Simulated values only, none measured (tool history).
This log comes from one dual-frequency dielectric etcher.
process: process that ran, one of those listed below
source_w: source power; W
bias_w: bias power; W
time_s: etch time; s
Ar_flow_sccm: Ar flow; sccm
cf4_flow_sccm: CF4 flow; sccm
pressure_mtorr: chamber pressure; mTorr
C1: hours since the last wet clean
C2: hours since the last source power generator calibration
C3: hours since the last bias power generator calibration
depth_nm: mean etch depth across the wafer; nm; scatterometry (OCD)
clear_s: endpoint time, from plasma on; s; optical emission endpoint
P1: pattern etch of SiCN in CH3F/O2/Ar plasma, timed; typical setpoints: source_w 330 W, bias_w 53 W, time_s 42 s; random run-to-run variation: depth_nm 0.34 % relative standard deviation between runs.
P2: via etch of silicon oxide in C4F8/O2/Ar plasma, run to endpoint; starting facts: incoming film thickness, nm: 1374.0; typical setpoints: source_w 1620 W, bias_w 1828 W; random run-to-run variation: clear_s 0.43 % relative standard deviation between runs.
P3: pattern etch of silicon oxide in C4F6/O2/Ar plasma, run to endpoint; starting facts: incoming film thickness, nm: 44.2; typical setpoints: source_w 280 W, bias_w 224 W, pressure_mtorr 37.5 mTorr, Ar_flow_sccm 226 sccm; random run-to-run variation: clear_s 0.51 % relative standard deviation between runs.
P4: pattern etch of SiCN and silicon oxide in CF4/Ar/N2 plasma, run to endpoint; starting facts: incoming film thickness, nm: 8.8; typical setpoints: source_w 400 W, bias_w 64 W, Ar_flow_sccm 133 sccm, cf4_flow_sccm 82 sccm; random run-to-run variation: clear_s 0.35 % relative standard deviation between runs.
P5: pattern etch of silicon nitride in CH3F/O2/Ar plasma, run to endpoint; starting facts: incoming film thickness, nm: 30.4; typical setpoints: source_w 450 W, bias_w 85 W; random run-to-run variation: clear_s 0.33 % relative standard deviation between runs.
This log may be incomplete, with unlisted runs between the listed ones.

run 1 hour=4.2 | process=P1 source_w=330 bias_w=53 time_s=42 | C1=371.8 C2=2893 C3=681.2 | depth_nm=13.092
run 2 hour=8.3 | process=P4 source_w=400 bias_w=64 Ar_flow_sccm=133 cf4_flow_sccm=82 | C1=375.9 C2=2897.1 C3=685.3 | clear_s=11.456
run 3 hour=15.2 | process=P4 source_w=400 bias_w=64 Ar_flow_sccm=133 cf4_flow_sccm=82 | C1=382.8 C2=2904 C3=692.2 | clear_s=11.435
run 4 hour=19.1 | process=P1 source_w=330 bias_w=53 time_s=42 | C1=386.7 C2=2907.9 C3=696.1 | depth_nm=13.199
run 5 hour=23.4 | process=P4 source_w=400 bias_w=41 Ar_flow_sccm=133 cf4_flow_sccm=82 | C1=391 C2=2912.2 C3=700.4 | clear_s=13.135
run 6 hour=27.8 | process=P3 source_w=370 bias_w=224 Ar_flow_sccm=226 pressure_mtorr=37.5 | C1=395.4 C2=2916.6 C3=704.8 | clear_s=13.235
run 7 hour=34.1 | process=P1 source_w=330 bias_w=53 time_s=42 | C1=401.7 C2=2922.9 C3=711.1 | depth_nm=13.066
run 8 hour=37.9 | process=P3 source_w=280 bias_w=224 Ar_flow_sccm=182 pressure_mtorr=37.5 | C1=405.5 C2=2926.7 C3=714.9 | clear_s=14.226
run 9 hour=41.8 | process=P3 source_w=280 bias_w=297 Ar_flow_sccm=226 pressure_mtorr=37.5 | C1=409.4 C2=2930.6 C3=718.8 | clear_s=13.221
run 10 hour=46.2 | process=P1 source_w=330 bias_w=53 time_s=23 | C1=413.8 C2=2935 C3=723.2 | depth_nm=7.1376
run 11 hour=53.5 | process=P1 source_w=330 bias_w=53 time_s=54.5 | C1=421.1 C2=2942.3 C3=730.5 | depth_nm=16.964
run 12 hour=60.2 | process=P1 source_w=270 bias_w=53 time_s=42 | C1=427.8 C2=2949 C3=737.2 | depth_nm=12.145
run 13 hour=67 | process=P2 source_w=2090 bias_w=1828 | C1=434.6 C2=2955.8 C3=744 | clear_s=270.72
run 14 hour=73.8 | process=P5 source_w=450 bias_w=85 | C1=441.4 C2=2962.6 C3=750.8 | clear_s=38.712
run 15 hour=81 | process=P1 source_w=450 bias_w=36 time_s=42 | C1=448.6 C2=2969.8 C3=758 | depth_nm=13.056
run 16 hour=85.5 | process=P5 source_w=450 bias_w=68 | C1=453.1 C2=2974.3 C3=762.5 | clear_s=41.893
run 17 hour=91.1 | process=P5 source_w=450 bias_w=85 | C1=458.7 C2=2979.9 C3=768.1 | clear_s=38.592
run 18 hour=98.2 | process=P1 source_w=400 bias_w=53 time_s=42 | C1=465.8 C2=2987 C3=775.2 | depth_nm=14.111
run 19 hour=103.5 | process=P3 source_w=280 bias_w=224 Ar_flow_sccm=226 pressure_mtorr=29.5 | C1=471.1 C2=2992.3 C3=780.5 | clear_s=14.143
run 20 hour=107.7 | process=P4 source_w=400 bias_w=64 Ar_flow_sccm=185 cf4_flow_sccm=82 | C1=475.3 C2=2996.5 C3=784.7 | clear_s=12.119
run 21 hour=112.4 | process=P1 source_w=330 bias_w=53 time_s=42 | C1=480 C2=3001.2 C3=789.4 | depth_nm=13.024
run 22 hour=119.3 | process=P1 source_w=330 bias_w=37 time_s=42 | C1=486.9 C2=3008.1 C3=796.3 | depth_nm=11.598
run 23 hour=125.9 | process=P2 source_w=1620 bias_w=2264 | C1=493.5 C2=3014.7 C3=802.9 | clear_s=282.82
run 24 hour=129.6 | process=P2 source_w=1620 bias_w=1828 | C1=497.2 C2=3018.4 C3=806.6 | clear_s=300.99
run 25 hour=135.9 | process=P1 source_w=330 bias_w=53 time_s=42 | C1=503.5 C2=3024.7 C3=812.9 | depth_nm=13.015
run 26 hour=139.6 | process=P5 source_w=620 bias_w=85 | C1=507.2 C2=3028.4 C3=816.6 | clear_s=34.377
run 27 hour=142.9 | process=P3 source_w=280 bias_w=224 Ar_flow_sccm=226 pressure_mtorr=37.5 | C1=510.5 C2=3031.7 C3=819.9 | clear_s=14.531
run 28 hour=150.2 | process=P4 source_w=400 bias_w=64 Ar_flow_sccm=133 cf4_flow_sccm=62 | C1=517.8 C2=3039 C3=827.2 | clear_s=11.956
run 29 hour=156.1 | process=P1 source_w=330 bias_w=64 time_s=42 | C1=523.7 C2=3044.9 C3=833.1 | depth_nm=13.883
run 30 hour=161.7 | process=P4 source_w=270 bias_w=64 Ar_flow_sccm=133 cf4_flow_sccm=82 | C1=529.3 C2=3050.5 C3=838.7 | clear_s=16.207
run 31 hour=164.9 | process=P1 source_w=330 bias_w=53 time_s=42 | C1=532.5 C2=3053.7 C3=841.9 | depth_nm=13.03
run 32 hour=170.3 | process=P1 source_w=330 bias_w=53 time_s=42 | C1=537.9 C2=3059.1 C3=847.3 | depth_nm=12.979
run 33 hour=173.9 | process=P1 source_w=330 bias_w=53 time_s=42 | C1=541.5 C2=3062.7 C3=850.9 | depth_nm=12.92
run 34 hour=180.5 | process=P1 source_w=330 bias_w=53 time_s=42 | C1=548.1 C2=3069.3 C3=857.5 | depth_nm=12.844
run 35 hour=185.6 | process=P1 source_w=330 bias_w=53 time_s=42 | C1=553.2 C2=3074.4 C3=862.6 | depth_nm=12.845
-- hour=189 wet clean of the chamber
run 36 hour=191.9 | process=P1 source_w=330 bias_w=53 time_s=42 | C1=2.9 C2=3080.7 C3=868.9 | depth_nm=12.934
run 37 hour=198.5 | process=P1 source_w=330 bias_w=53 time_s=42 | C1=9.5 C2=3087.3 C3=875.5 | depth_nm=12.821
run 38 hour=203.6 | process=P1 source_w=330 bias_w=53 time_s=42 | C1=14.6 C2=3092.4 C3=880.6 | depth_nm=12.8

Compared with where it was, what P1 gives has crept away. Each cause listed below fits the log as well as the rest, at the size given for it:
A: bias power that arrives under what is set, % = 4.92
B: source power that arrives under what is set, % = 4.3
Creep in the process output first set in at about hour 164.9.
Other possible causes, and why each is ruled out:
chamber walls in a state that lowers the etch rate, %: serviced at hour 189, after the change had begun; the process did not return to its earlier output

Which of the check runs below tells the causes apart, meaning the causes would give it clearly different results? Each run uses 2 wafers whose results are averaged, and each result is shown as a question mark.
run check 1 hour=208.7 | process=P2 source_w=1620 bias_w=1828 | clear_s=?
run check 2 hour=208.7 | process=P3 source_w=280 bias_w=224 Ar_flow_sccm=226 pressure_mtorr=37.5 | clear_s=?
run check 3 hour=208.7 | process=P5 source_w=450 bias_w=85 | clear_s=?
run check 4 hour=208.7 | process=P4 source_w=400 bias_w=64 Ar_flow_sccm=133 cf4_flow_sccm=82 | clear_s=?

How each check would come out, cause by cause:
check=check_1 result=clear_s if_A=304.75 if_B=305.75
check=check_2 result=clear_s if_A=14.882 if_B=14.879
check=check_3 result=clear_s if_A=39.428 if_B=39.383
check=check_4 result=clear_s if_A=11.636 if_B=11.892
Gap, in per cent, between the two causes that each check separates least, read from the result that separates them most: check 1 0.33 %; check 2 0.02 %; check 3 0.11 %; check 4 2.18 %
Only in check 4 would the causes give clearly different results; in the remaining checks their results would be nearly the same.

With check 4 done, the readings were: clear_s 11.6 s. Identify which of the listed causes applies.

The cause is A: bias power that arrives under what is set, %.
